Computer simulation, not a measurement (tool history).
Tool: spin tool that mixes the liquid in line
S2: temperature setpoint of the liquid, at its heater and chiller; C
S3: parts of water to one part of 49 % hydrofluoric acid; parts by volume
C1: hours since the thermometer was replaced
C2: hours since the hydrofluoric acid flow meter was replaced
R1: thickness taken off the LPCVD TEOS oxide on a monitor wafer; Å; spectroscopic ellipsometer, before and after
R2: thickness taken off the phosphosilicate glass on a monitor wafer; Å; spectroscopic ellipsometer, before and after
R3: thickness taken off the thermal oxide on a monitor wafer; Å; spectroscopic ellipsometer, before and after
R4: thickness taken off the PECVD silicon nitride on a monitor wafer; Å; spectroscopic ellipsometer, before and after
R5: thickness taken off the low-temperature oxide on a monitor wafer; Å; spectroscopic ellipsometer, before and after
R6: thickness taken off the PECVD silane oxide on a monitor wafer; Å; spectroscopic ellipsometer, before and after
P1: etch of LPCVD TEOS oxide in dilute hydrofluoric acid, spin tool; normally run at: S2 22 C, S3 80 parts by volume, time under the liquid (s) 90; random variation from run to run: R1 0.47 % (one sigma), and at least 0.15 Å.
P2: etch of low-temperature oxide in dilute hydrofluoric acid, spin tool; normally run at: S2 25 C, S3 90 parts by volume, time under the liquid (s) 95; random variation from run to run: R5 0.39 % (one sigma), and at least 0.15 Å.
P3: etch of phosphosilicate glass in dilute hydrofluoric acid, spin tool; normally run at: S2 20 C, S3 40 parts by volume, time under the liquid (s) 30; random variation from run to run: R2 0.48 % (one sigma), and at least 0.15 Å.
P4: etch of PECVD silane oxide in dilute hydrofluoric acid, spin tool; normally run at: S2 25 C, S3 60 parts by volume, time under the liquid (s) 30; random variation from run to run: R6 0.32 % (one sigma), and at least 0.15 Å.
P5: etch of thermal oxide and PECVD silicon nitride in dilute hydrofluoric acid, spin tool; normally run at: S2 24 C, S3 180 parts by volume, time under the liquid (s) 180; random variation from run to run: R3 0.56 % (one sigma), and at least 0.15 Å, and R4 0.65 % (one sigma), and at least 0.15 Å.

{"run": 1, "hour": 2.8, "process that ran": "P1", "S2": 22, "S3": 80, "time under the liquid (s)": 90, "C1": 743.9, "C2": 685.8, "R1": 333.0}
{"run": 2, "hour": 7.8, "process that ran": "P3", "S2": 25, "S3": 40, "time under the liquid (s)": 30, "C1": 748.9, "C2": 690.8, "R2": 791.87}
{"run": 3, "hour": 11.0, "process that ran": "P5", "S2": 17, "S3": 180, "time under the liquid (s)": 180, "C1": 752.1, "C2": 694.0, "R3": 31.122, "R4": 20.593}
{"run": 4, "hour": 13.8, "process that ran": "P2", "S2": 25, "S3": 90, "time under the liquid (s)": 95, "C1": 754.9, "C2": 696.8, "R5": 234.66}
{"run": 5, "hour": 17.9, "process that ran": "P1", "S2": 22, "S3": 35, "time under the liquid (s)": 90, "C1": 759.0, "C2": 700.9, "R1": 804.85}
{"run": 6, "hour": 21.0, "process that ran": "P5", "S2": 24, "S3": 180, "time under the liquid (s)": 180, "C1": 762.1, "C2": 704.0, "R3": 40.698, "R4": 32.981}
{"run": 7, "hour": 23.9, "process that ran": "P1", "S2": 22, "S3": 110, "time under the liquid (s)": 90, "C1": 765.0, "C2": 706.9, "R1": 234.66}
{"run": 8, "hour": 29.3, "process that ran": "P5", "S2": 24, "S3": 315, "time under the liquid (s)": 180, "C1": 770.4, "C2": 712.3, "R3": 20.553, "R4": 18.972}
{"run": 9, "hour": 32.0, "process that ran": "P3", "S2": 20, "S3": 60, "time under the liquid (s)": 30, "C1": 773.1, "C2": 715.0, "R2": 424.6}
{"run": 10, "hour": 36.9, "process that ran": "P4", "S2": 25, "S3": 95, "time under the liquid (s)": 30, "C1": 778.0, "C2": 719.9, "R6": 90.815}
{"run": 11, "hour": 41.7, "process that ran": "P1", "S2": 22, "S3": 80, "time under the liquid (s)": 90, "C1": 782.8, "C2": 724.7, "R1": 331.31}
{"run": 12, "hour": 44.2, "process that ran": "P1", "S2": 22, "S3": 80, "time under the liquid (s)": 90, "C1": 785.3, "C2": 727.2, "R1": 331.41}
{"run": 13, "hour": 48.0, "process that ran": "P2", "S2": 25, "S3": 90, "time under the liquid (s)": 95, "C1": 789.1, "C2": 731.0, "R5": 232.79}
{"run": 14, "hour": 50.5, "process that ran": "P1", "S2": 22, "S3": 80, "time under the liquid (s)": 90, "C1": 791.6, "C2": 733.5, "R1": 333.59}
{"run": 15, "hour": 53.2, "process that ran": "P1", "S2": 22, "S3": 80, "time under the liquid (s)": 25, "C1": 794.3, "C2": 736.2, "R1": 92.355}
{"run": 16, "hour": 56.0, "process that ran": "P3", "S2": 20, "S3": 40, "time under the liquid (s)": 15, "C1": 797.1, "C2": 739.0, "R2": 325.04}
{"run": 17, "hour": 59.6, "process that ran": "P1", "S2": 30, "S3": 80, "time under the liquid (s)": 90, "C1": 800.7, "C2": 742.6, "R1": 458.62}
{"run": 18, "hour": 64.4, "process that ran": "P1", "S2": 22, "S3": 80, "time under the liquid (s)": 90, "C1": 805.5, "C2": 747.4, "R1": 335.3}
{"run": 19, "hour": 69.4, "process that ran": "P3", "S2": 20, "S3": 40, "time under the liquid (s)": 30, "C1": 810.5, "C2": 752.4, "R2": 649.83}
{"run": 20, "hour": 73.4, "process that ran": "P4", "S2": 25, "S3": 60, "time under the liquid (s)": 15, "C1": 814.5, "C2": 756.4, "R6": 75.559}
{"run": 21, "hour": 78.8, "process that ran": "P1", "S2": 17, "S3": 80, "time under the liquid (s)": 90, "C1": 819.9, "C2": 761.8, "R1": 267.24}
{"run": 22, "hour": 82.8, "process that ran": "P1", "S2": 22, "S3": 80, "time under the liquid (s)": 90, "C1": 823.9, "C2": 765.8, "R1": 334.88}
{"run": 23, "hour": 88.2, "process that ran": "P5", "S2": 24, "S3": 180, "time under the liquid (s)": 35, "C1": 829.3, "C2": 771.2, "R3": 7.8871, "R4": 6.0842}
{"run": 24, "hour": 92.4, "process that ran": "P2", "S2": 25, "S3": 90, "time under the liquid (s)": 15, "C1": 833.5, "C2": 775.4, "R5": 37.323}
{"run": 25, "hour": 96.4, "process that ran": "P2", "S2": 25, "S3": 50, "time under the liquid (s)": 95, "C1": 837.5, "C2": 779.4, "R5": 446.87}
{"run": 26, "hour": 99.7, "process that ran": "P4", "S2": 25, "S3": 60, "time under the liquid (s)": 30, "C1": 840.8, "C2": 782.7, "R6": 151.33}
{"run": 27, "hour": 104.8, "process that ran": "P1", "S2": 22, "S3": 45, "time under the liquid (s)": 130, "C1": 845.9, "C2": 787.8, "R1": 886.79}
{"run": 28, "hour": 109.6, "process that ran": "P2", "S2": 32, "S3": 90, "time under the liquid (s)": 95, "C1": 850.7, "C2": 792.6, "R5": 305.8}
{"run": 29, "hour": 112.6, "process that ran": "P1", "S2": 22, "S3": 80, "time under the liquid (s)": 165, "C1": 853.7, "C2": 795.6, "R1": 615.73}
{"run": 30, "hour": 116.1, "process that ran": "P1", "S2": 22, "S3": 80, "time under the liquid (s)": 90, "C1": 857.2, "C2": 799.1, "R1": 332.78}
{"run": 31, "hour": 118.5, "process that ran": "P4", "S2": 30, "S3": 60, "time under the liquid (s)": 30, "C1": 859.6, "C2": 801.5, "R6": 183.8}
{"run": 32, "hour": 121.3, "process that ran": "P1", "S2": 22, "S3": 80, "time under the liquid (s)": 90, "C1": 862.4, "C2": 804.3, "R1": 334.85}
{"run": 33, "hour": 124.9, "process that ran": "P1", "S2": 22, "S3": 80, "time under the liquid (s)": 90, "C1": 866.0, "C2": 807.9, "R1": 328.28}
{"run": 34, "hour": 130.1, "process that ran": "P1", "S2": 22, "S3": 80, "time under the liquid (s)": 90, "C1": 871.2, "C2": 813.1, "R1": 322.55}
{"run": 35, "hour": 134.7, "process that ran": "P1", "S2": 22, "S3": 80, "time under the liquid (s)": 90, "C1": 875.8, "C2": 817.7, "R1": 317.08}
{"run": 36, "hour": 137.8, "process that ran": "P1", "S2": 22, "S3": 80, "time under the liquid (s)": 90, "C1": 878.9, "C2": 820.8, "R1": 311.81}
{"run": 37, "hour": 140.9, "process that ran": "P1", "S2": 22, "S3": 80, "time under the liquid (s)": 90, "C1": 882.0, "C2": 823.9, "R1": 313.31}
{"run": 38, "hour": 143.5, "process that ran": "P1", "S2": 22, "S3": 80, "time under the liquid (s)": 90, "C1": 884.6, "C2": 826.5, "R1": 313.49}
{"run": 39, "hour": 147.0, "process that ran": "P1", "S2": 22, "S3": 80, "time under the liquid (s)": 90, "C1": 888.1, "C2": 830.0, "R1": 312.22}
{"run": 40, "hour": 150.0, "process that ran": "P1", "S2": 22, "S3": 80, "time under the liquid (s)": 90, "C1": 891.1, "C2": 833.0, "R1": 312.57}
{"run": 41, "hour": 155.1, "process that ran": "P1", "S2": 22, "S3": 80, "time under the liquid (s)": 90, "C1": 896.2, "C2": 838.1, "R1": 310.67}
{"run": 42, "hour": 159.5, "process that ran": "P1", "S2": 22, "S3": 80, "time under the liquid (s)": 90, "C1": 900.6, "C2": 842.5, "R1": 310.32}
{"run": 43, "hour": 164.4, "process that ran": "P1", "S2": 22, "S3": 80, "time under the liquid (s)": 90, "C1": 905.5, "C2": 847.4, "R1": 309.1}

What P1 gives has crept away from where it was. These 2 causes fit the log equally well, each at the size given:
A: liquid colder than its thermometer reads (K) = 1.78
B: hydrofluoric acid flow below the setpoint (%) = 6.43
The creep began at about hour 121.3.

4 check runs are offered, each on 3 wafers whose results are averaged, their results left as question marks. Which one tells the causes apart?
{"run": "check 1", "hour": 169.3, "process that ran": "P3", "S2": 24.5, "S3": 40, "time under the liquid (s)": 15, "R2": "?"}
{"run": "check 2", "hour": 169.3, "process that ran": "P2", "S2": 29.0, "S3": 90, "time under the liquid (s)": 15, "R5": "?"}
{"run": "check 3", "hour": 169.3, "process that ran": "P5", "S2": 17.0, "S3": 255, "time under the liquid (s)": 180, "R3": "?", "R4": "?"}
{"run": "check 4", "hour": 169.3, "process that ran": "P4", "S2": 30.0, "S3": 60, "time under the liquid (s)": 30, "R6": "?"}

What each check would give under each cause:
check=check_1 result=R2 if_A=364.88 if_B=366.29
check=check_2 result=R5 if_A=40.368 if_B=40.104
check=check_3 result=R3 if_A=19.2300 if_B=19.0030
check=check_3 result=R4 if_A=13.1260 if_B=13.8790
check=check_4 result=R6 if_A=171.340 if_B=170.840
How far apart the two closest causes lie, in the result that separates them most: check 1 0.39 %; check 2 0.66 %; check 3 5.58 %; check 4 0.29 %
Check 3 tells the causes apart: in the others they would give nearly the same result.

Check 3 was then run and gave: R3 19.3130 Å; R4 13.0240 Å. Which cause is it?

It is A: liquid colder than its thermometer reads (K).
